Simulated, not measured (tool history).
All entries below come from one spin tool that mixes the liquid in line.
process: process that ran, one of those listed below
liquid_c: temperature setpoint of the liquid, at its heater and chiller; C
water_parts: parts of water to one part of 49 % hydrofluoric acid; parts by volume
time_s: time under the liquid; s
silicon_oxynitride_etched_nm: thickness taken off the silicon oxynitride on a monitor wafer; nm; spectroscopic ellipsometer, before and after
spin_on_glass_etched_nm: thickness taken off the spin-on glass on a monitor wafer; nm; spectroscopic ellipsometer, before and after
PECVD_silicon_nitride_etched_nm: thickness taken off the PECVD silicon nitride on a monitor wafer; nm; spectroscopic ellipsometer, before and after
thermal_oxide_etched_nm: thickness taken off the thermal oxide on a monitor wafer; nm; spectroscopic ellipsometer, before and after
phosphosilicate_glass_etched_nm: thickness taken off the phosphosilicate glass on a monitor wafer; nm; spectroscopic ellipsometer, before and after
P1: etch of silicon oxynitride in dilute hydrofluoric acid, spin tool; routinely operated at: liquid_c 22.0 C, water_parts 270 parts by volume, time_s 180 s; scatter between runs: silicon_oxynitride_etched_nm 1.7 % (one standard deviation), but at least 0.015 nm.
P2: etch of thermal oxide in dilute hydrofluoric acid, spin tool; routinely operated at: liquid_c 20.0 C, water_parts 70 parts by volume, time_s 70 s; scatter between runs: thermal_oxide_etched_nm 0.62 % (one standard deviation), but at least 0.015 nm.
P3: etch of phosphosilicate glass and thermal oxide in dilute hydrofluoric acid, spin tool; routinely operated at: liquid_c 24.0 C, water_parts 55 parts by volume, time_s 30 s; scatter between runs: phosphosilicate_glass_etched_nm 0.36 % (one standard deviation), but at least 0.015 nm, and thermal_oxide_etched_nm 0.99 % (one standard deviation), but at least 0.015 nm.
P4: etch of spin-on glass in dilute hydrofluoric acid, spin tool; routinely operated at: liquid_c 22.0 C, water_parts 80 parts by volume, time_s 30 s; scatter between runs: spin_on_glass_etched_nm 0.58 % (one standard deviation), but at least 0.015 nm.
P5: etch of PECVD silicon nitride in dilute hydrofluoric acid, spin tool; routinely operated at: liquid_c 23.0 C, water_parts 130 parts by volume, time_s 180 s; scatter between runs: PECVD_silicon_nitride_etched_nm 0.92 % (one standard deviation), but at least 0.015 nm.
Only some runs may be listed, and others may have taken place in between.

run	hour	process	liquid_c	water_parts	time_s	silicon_oxynitride_etched_nm	spin_on_glass_etched_nm	PECVD_silicon_nitride_etched_nm	thermal_oxide_etched_nm	phosphosilicate_glass_etched_nm
1	9.4	P1	22.0	270	180	1.57990				
2	19.7	P4	22.0	80	30		12.1470			
3	31.3	P1	22.0	270	180	1.55940				
4	41.9	P1	18.5	270	180	1.29710				
5	53.1	P5	23.0	130	180			2.26260		
6	58.3	P2	20.0	70	70				4.26610	
# hour 69.7: hydrofluoric acid flow meter replaced
7	69.9	P1	22.0	270	180	1.60080				
8	80.9	P1	22.0	270	65	0.58751				
9	89.9	P1	22.0	480	180	0.75878				
10	99.0	P1	22.0	90	180	5.30420				
11	107.8	P1	22.0	95	280	7.97660				
12	115.7	P1	22.0	270	300	2.55260				
13	123.6	P1	29.5	270	180	2.17830				
14	131.0	P4	22.0	130	30		7.1060			
15	140.4	P3	28.0	55	30				3.10710	40.882
16	146.8	P5	23.0	130	15			0.18518		
17	154.1	P4	22.0	80	30		12.1710			
18	162.5	P3	24.0	55	30				2.60970	34.818
19	174.5	P1	22.0	270	180	1.56580				
20	184.7	P1	22.0	270	180	1.59630				
21	192.8	P3	24.0	90	30				1.55320	20.346
22	198.4	P3	24.0	55	55				4.75330	63.998
23	204.5	P2	20.0	30	70				10.44700	
24	212.6	P4	17.0	80	30		9.9806			
25	220.4	P2	20.0	70	15				0.90859	
26	229.5	P5	18.0	130	180			1.54690		
27	240.5	P3	24.0	55	30				2.59840	35.107
28	247.4	P2	27.0	70	70				5.57000	
29	258.2	P5	23.0	205	180			1.39320		
30	264.6	P1	22.0	270	180	1.57420				
31	271.3	P4	22.0	80	60		24.5270			
32	281.2	P1	22.0	270	180	1.60060				
33	288.8	P1	22.0	270	180	1.53640				
34	300.3	P1	22.0	270	180	1.48050				
35	308.1	P1	22.0	270	180	1.47440				
36	316.5	P1	22.0	270	180	1.43200				
37	324.1	P1	22.0	270	180	1.49130				
38	331.8	P1	22.0	270	180	1.45440				

Compared with where it was, what P1 gives has crept away. Each cause listed below fits the log as well as the rest, at the size given for it:
A: liquid colder than its thermometer reads (K) = 2.15
B: hydrofluoric acid flow below the setpoint (%) = 7.75
The drift started at roughly hour 281.2.

Which of the check runs below tells the causes apart, meaning the causes would give it clearly different results? Each run uses 2 wafers whose results are averaged, and each result is shown as a question mark.
check 1	339.5	P2	20.0	70	70				?	
check 2	339.5	P3	24.0	55	30				?	?
check 3	339.5	P5	23.0	130	180			?		
check 4	339.5	P4	22.0	80	30		?			

What each check would give under each cause:
check	result	if A	if B
check 1	thermal_oxide_etched_nm	3.84380	3.85680
check 2	thermal_oxide_etched_nm	2.38010	2.38530
check 2	phosphosilicate_glass_etched_nm	31.913	31.982
check 3	PECVD_silicon_nitride_etched_nm	1.93560	2.06120
check 4	spin_on_glass_etched_nm	11.1530	11.1530
Gap, in per cent, between the two causes that each check separates least, read from the result that separates them most: check 1 0.34 %; check 2 0.22 %; check 3 6.29 %; check 4 0 %
The other checks would show nearly matching results whichever cause is true, so check 3 is the only one that separates the causes.

With check 3 done, the readings were: PECVD_silicon_nitride_etched_nm 2.03140 nm. Identify which of the listed causes applies.

B is the cause: hydrofluoric acid flow below the setpoint (%).

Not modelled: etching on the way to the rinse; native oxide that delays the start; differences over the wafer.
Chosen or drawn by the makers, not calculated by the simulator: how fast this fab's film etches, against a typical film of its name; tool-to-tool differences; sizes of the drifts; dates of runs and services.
